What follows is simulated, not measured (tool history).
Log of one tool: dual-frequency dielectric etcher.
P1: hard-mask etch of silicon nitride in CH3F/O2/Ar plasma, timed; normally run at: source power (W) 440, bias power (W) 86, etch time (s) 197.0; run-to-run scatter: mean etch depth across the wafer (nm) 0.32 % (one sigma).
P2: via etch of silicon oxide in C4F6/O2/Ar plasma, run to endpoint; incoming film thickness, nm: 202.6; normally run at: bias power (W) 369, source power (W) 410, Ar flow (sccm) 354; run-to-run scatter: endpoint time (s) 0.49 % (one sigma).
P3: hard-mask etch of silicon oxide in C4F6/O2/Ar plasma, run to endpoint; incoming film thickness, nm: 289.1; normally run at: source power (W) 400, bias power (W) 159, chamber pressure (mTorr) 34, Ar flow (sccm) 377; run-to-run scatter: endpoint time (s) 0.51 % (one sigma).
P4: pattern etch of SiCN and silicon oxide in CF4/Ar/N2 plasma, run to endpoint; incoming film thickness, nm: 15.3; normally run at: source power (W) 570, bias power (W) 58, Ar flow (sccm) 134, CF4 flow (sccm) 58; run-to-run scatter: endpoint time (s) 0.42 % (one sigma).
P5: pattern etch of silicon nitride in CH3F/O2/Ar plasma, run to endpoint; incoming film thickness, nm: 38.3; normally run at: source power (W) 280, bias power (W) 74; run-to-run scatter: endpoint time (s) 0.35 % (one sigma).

run,hour,process that ran,source power (W),bias power (W),etch time (s),Ar flow (sccm),CF4 flow (sccm),chamber pressure (mTorr),hours since the last wet clean,hours since the last source power generator calibration,hours since the last bias power generator calibration,mean etch depth across the wafer (nm),endpoint time (s)
1,8.4,P1,440,86,197.0,,,,327.6,975.1,1226.6,148.880,
2,17.3,P4,570,58,,134,70,,336.5,984.0,1235.5,,16.102
3,27.2,P1,620,86,260.5,,,,346.4,993.9,1245.4,224.600,
4,36.8,P4,570,58,,80,58,,356.0,1003.5,1255.0,,15.197
5,44.7,P3,400,159,,377,,34,363.9,1011.4,1262.9,,99.942
6,56.5,P4,570,58,,134,58,,375.7,1023.2,1274.7,,16.807
7,66.7,P1,440,103,197.0,,,,385.9,1033.4,1284.9,159.630,
8,79.3,P1,440,86,197.0,,,,398.5,1046.0,1297.5,149.030,
9,93.5,P1,440,86,197.0,,,,412.7,1060.2,1311.7,148.490,
10,103.4,P1,610,86,197.0,,,,422.6,1070.1,1321.6,168.320,
11,113.3,P2,410,369,,418,,,432.5,1080.0,1331.5,,51.935
12,125.6,P3,530,159,,377,,34,444.8,1092.3,1343.8,,89.512
13,139.0,P1,340,86,197.0,,,,458.2,1105.7,1357.2,134.780,
14,148.2,P4,570,80,,134,58,,467.4,1114.9,1366.4,,14.927
15,160.6,P1,440,68,197.0,,,,479.8,1127.3,1378.8,136.990,
16,169.4,P5,280,93,,,,,488.6,1136.1,1387.6,,57.513
17,182.3,P4,570,58,,134,58,,501.5,1149.0,1400.5,,16.694
18,195.4,P2,270,369,,354,,,514.6,1162.1,1413.6,,59.372
19,202.8,P5,280,74,,,,,522.0,1169.5,1421.0,,62.966
# hour 213.1: wet clean of the chamber
20,217.7,P3,400,159,,468,,34,4.6,1184.4,1435.9,,101.560
21,230.8,P1,440,86,197.0,,,,17.7,1197.5,1449.0,148.780,
22,241.4,P4,410,58,,134,58,,28.3,1208.1,1459.6,,22.097
23,248.8,P3,400,159,,377,,48,35.7,1215.5,1467.0,,104.160
24,257.4,P2,410,498,,354,,,44.3,1224.1,1475.6,,45.614
25,272.2,P1,440,86,197.0,,,,59.1,1238.9,1490.4,149.470,
26,282.6,P5,360,74,,,,,69.5,1249.3,1500.8,,56.961
27,289.8,P1,440,86,114.5,,,,76.7,1256.5,1508.0,86.104,
28,304.3,P2,410,369,,354,,,91.2,1271.0,1522.5,,50.120
29,311.2,P1,440,86,290.0,,,,98.1,1277.9,1529.4,218.870,
30,320.2,P3,400,92,,377,,34,107.1,1286.9,1538.4,,117.280
31,335.0,P1,440,86,197.0,,,,121.9,1301.7,1553.2,149.530,
32,349.7,P1,440,86,197.0,,,,136.6,1316.4,1567.9,147.580,
33,356.6,P1,440,86,197.0,,,,143.5,1323.3,1574.8,147.810,
34,363.2,P1,440,86,197.0,,,,150.1,1329.9,1581.4,146.950,
35,372.2,P1,440,86,197.0,,,,159.1,1338.9,1590.4,146.190,
# hour 381.3: wet clean of the chamber
36,384.9,P1,440,86,197.0,,,,3.7,1351.6,1603.1,145.810,

Forecast run 37:
37,395.4,P1,440,86,197.0,,,,14.2,1362.1,1613.6,?,

mean etch depth across the wafer (nm): 147.280
